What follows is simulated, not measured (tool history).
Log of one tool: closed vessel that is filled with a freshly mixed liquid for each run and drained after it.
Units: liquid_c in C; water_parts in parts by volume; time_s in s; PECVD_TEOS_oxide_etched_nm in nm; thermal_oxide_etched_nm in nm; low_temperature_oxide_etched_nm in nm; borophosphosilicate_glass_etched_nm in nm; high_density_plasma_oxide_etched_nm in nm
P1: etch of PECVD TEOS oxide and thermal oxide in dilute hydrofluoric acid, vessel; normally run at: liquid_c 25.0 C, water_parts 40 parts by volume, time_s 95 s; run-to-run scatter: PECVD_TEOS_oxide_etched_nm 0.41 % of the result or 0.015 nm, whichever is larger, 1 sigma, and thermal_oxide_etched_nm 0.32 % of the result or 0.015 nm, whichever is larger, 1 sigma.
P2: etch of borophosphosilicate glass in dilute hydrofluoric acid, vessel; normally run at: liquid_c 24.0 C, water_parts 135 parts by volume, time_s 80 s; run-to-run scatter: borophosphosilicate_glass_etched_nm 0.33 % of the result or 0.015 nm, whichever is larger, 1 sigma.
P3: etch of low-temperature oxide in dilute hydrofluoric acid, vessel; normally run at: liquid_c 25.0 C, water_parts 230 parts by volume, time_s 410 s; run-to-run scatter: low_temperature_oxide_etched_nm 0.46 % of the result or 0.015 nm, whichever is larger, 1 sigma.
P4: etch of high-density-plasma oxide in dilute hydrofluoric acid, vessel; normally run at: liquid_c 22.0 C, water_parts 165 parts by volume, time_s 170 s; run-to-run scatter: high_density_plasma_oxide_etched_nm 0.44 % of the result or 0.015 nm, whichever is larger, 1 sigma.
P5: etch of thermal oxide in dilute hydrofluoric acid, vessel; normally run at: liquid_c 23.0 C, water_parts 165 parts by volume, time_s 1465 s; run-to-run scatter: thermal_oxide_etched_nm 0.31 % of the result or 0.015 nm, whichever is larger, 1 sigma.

run	hour	process	liquid_c	water_parts	time_s	PECVD_TEOS_oxide_etched_nm	thermal_oxide_etched_nm	low_temperature_oxide_etched_nm	borophosphosilicate_glass_etched_nm	high_density_plasma_oxide_etched_nm
1	10.8	P1	25.0	40	95	24.681	12.4770			
2	23.1	P3	25.0	405	410			11.3590		
3	38.8	P5	23.0	165	75		1.8444			
# hour 39.8: hydrofluoric acid flow meter replaced
4	54.5	P1	30.0	20	95	62.656	31.6840			
5	67.2	P1	25.0	60	150	25.344	12.8110			
6	77.3	P1	25.0	40	95	24.838	12.5160			
7	86.5	P1	20.0	40	95	19.975	10.1000			
8	99.0	P2	18.0	135	80				16.8070	
9	110.4	P4	22.0	75	170					13.9550
10	120.1	P4	22.0	165	320					10.7680
11	128.9	P1	25.0	40	95	24.697	12.5780			
12	137.6	P3	30.5	230	410			28.8220		
13	151.2	P4	22.0	165	170					5.7470
14	163.5	P5	23.0	165	1465		36.0820			
15	173.6	P5	19.0	165	1465		30.7940			
16	186.2	P1	25.0	40	95	24.676	12.5060			
17	194.2	P1	25.0	40	40	10.461	5.2359			
18	202.0	P2	24.0	135	80				21.1950	
19	212.0	P1	25.0	60	95	15.955	8.1285			
20	224.5	P2	24.0	135	30				7.9625	
21	237.8	P1	25.0	40	95	24.859	12.4940			
22	249.1	P4	17.0	165	170					4.7391
23	262.4	P3	25.0	230	80			4.6581		

The next listed run, before its measurement:
24	274.3	P2	24.0	70	80				?	

{"run 24": {"borophosphosilicate_glass_etched_nm": 44.203}}
